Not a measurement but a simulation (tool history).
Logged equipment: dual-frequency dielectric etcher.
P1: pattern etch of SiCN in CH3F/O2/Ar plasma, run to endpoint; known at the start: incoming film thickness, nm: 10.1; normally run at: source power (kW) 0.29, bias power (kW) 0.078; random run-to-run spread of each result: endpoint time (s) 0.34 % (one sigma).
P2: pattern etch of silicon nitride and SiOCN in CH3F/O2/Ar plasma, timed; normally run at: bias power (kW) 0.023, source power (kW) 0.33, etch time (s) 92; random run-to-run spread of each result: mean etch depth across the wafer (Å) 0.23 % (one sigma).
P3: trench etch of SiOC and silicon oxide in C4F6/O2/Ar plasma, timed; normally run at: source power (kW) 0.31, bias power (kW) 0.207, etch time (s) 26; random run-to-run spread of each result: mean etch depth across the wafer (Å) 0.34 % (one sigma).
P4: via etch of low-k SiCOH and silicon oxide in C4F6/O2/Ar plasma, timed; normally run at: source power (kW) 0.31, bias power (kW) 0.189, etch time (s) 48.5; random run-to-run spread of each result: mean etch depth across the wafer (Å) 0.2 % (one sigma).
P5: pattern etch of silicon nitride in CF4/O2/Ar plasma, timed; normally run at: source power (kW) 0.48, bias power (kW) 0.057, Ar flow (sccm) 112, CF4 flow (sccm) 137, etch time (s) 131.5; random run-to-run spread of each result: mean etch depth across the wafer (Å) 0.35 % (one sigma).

run,hour,process that ran,source power (kW),bias power (kW),Ar flow (sccm),CF4 flow (sccm),etch time (s),hours since the last wet clean,hours since the last source power generator calibration,hours since the last bias power generator calibration,endpoint time (s),mean etch depth across the wafer (Å)
1,11.4,P1,0.29,0.078,,,,196.8,2198.7,2605.8,30.307,
2,18.5,P5,0.48,0.057,112,137,131.5,203.9,2205.8,2612.9,,2526.2
3,26.3,P1,0.29,0.093,,,,211.7,2213.6,2620.7,28.462,
4,36.7,P3,0.31,0.207,,,26,222.1,2224,2631.1,,507.59
5,46.3,P5,0.48,0.057,112,111,131.5,231.7,2233.6,2640.7,,2482
6,52.3,P4,0.42,0.189,,,48.5,237.7,2239.6,2646.7,,1215.1
7,64.7,P5,0.48,0.043,112,137,131.5,250.1,2252,2659.1,,2298.2
8,71.5,P1,0.34,0.078,,,,256.9,2258.8,2665.9,28.585,
9,79.7,P2,0.33,0.014,,,92,265.1,2267,2674.1,,93.426
10,85.5,P4,0.31,0.189,,,48.5,270.9,2272.8,2679.9,,1079.7
11,94.7,P1,0.29,0.078,,,,280.1,2282,2689.1,30.129,
12,106.8,P1,0.29,0.051,,,,292.2,2294.1,2701.2,35.211,
13,117.1,P1,0.29,0.078,,,,302.5,2304.4,2711.5,30.254,
14,126.1,P2,0.33,0.023,,,57.5,311.5,2313.4,2720.5,,72.381
15,138.3,P1,0.29,0.078,,,,323.7,2325.6,2732.7,30.338,
16,150,P5,0.59,0.057,112,137,131.5,335.4,2337.3,2744.4,,3035.8
17,162.1,P4,0.31,0.189,,,48.5,347.5,2349.4,2756.5,,1077.7
18,169.6,P4,0.31,0.189,,,60.5,355,2356.9,2764,,1345.3
19,178,P1,0.39,0.05,,,,363.4,2365.3,2772.4,31.636,
20,186.3,P2,0.33,0.023,,,92,371.7,2373.6,2780.7,,115.08
21,192,P3,0.31,0.207,,,19,377.4,2379.3,2786.4,,369.55
22,200.5,P3,0.31,0.121,,,26,385.9,2387.8,2794.9,,426.45
23,211.1,P2,0.21,0.023,,,92,396.5,2398.4,2805.5,,98.747
24,219.6,P2,0.33,0.023,,,92,405,2406.9,2814,,116.14
25,228.9,P4,0.31,0.127,,,48.5,414.3,2416.2,2823.3,,954.79
# hour 238: source power generator calibrated
26,240.9,P5,0.48,0.057,112,137,162.5,426.3,2.9,2835.3,,3140.5
27,246.8,P1,0.29,0.078,,,,432.2,8.8,2841.2,30.32,
28,256.7,P3,0.44,0.207,,,26,442.1,18.7,2851.1,,581.55
29,268.7,P5,0.48,0.057,133,137,131.5,454.1,30.7,2863.1,,2485.9
30,277,P1,0.21,0.078,,,,462.4,39,2871.4,34.142,
31,287.6,P1,0.29,0.078,,,,473,49.6,2882,30.353,
32,298.5,P1,0.29,0.078,,,,483.9,60.5,2892.9,30.184,
33,307.7,P1,0.29,0.078,,,,493.1,69.7,2902.1,29.929,
34,314.4,P1,0.29,0.078,,,,499.8,76.4,2908.8,30.147,
35,322.1,P1,0.29,0.078,,,,507.5,84.1,2916.5,29.86,
# hour 324: wet clean of the chamber
36,332.3,P1,0.29,0.078,,,,8.3,94.3,2926.7,29.826,
37,344.3,P1,0.29,0.078,,,,20.3,106.3,2938.7,29.895,
38,352.2,P1,0.29,0.078,,,,28.2,114.2,2946.6,29.949,
39,359.8,P1,0.29,0.078,,,,35.8,121.8,2954.2,29.88,
40,367.4,P1,0.29,0.078,,,,43.4,129.4,2961.8,29.785,

The output of P1 has drifted from where it used to be. Each of the 2 causes below, taken at the size shown beside it, accounts for the log equally well:
A: source power that arrives over what is set, % = 4.8
B: bias power that arrives over what is set, % = 4.83
The gradual shift began around hour 287.6.
The rest of the possible causes, and what rules out each one:
chamber walls in a state that raises the etch rate, %: serviced at hour 324, which brought nothing back

The 4 check runs listed below each average the results of 2 wafers, and their outcomes are marked with question marks. Under which run would the listed causes produce clearly different results?
check 1,375,P3,0.43,0.207,,,26,,,,,?
check 2,375,P5,0.48,0.047,112,137,131.5,,,,,?
check 3,375,P2,0.33,0.014,,,92,,,,,?
check 4,375,P4,0.41,0.189,,,48.5,,,,,?

Check results expected under each cause:
check,result,if A,if B
check 1,mean etch depth across the wafer (Å),584.69,583.07
check 2,mean etch depth across the wafer (Å),2464.5,2406.2
check 3,mean etch depth across the wafer (Å),95.004,95.227
check 4,mean etch depth across the wafer (Å),1226.5,1222.6
How far apart the two closest causes lie, in the result that separates them most: check 1 0.28 %; check 2 2.39 %; check 3 0.23 %; check 4 0.31 %
The causes can be told apart only by check 2. The other checks would give nearly the same results under each of them.

Running check 2 produced the following: mean etch depth across the wafer (Å) 2462.4. Which one of the listed causes fits?

The cause is A: source power that arrives over what is set, %.
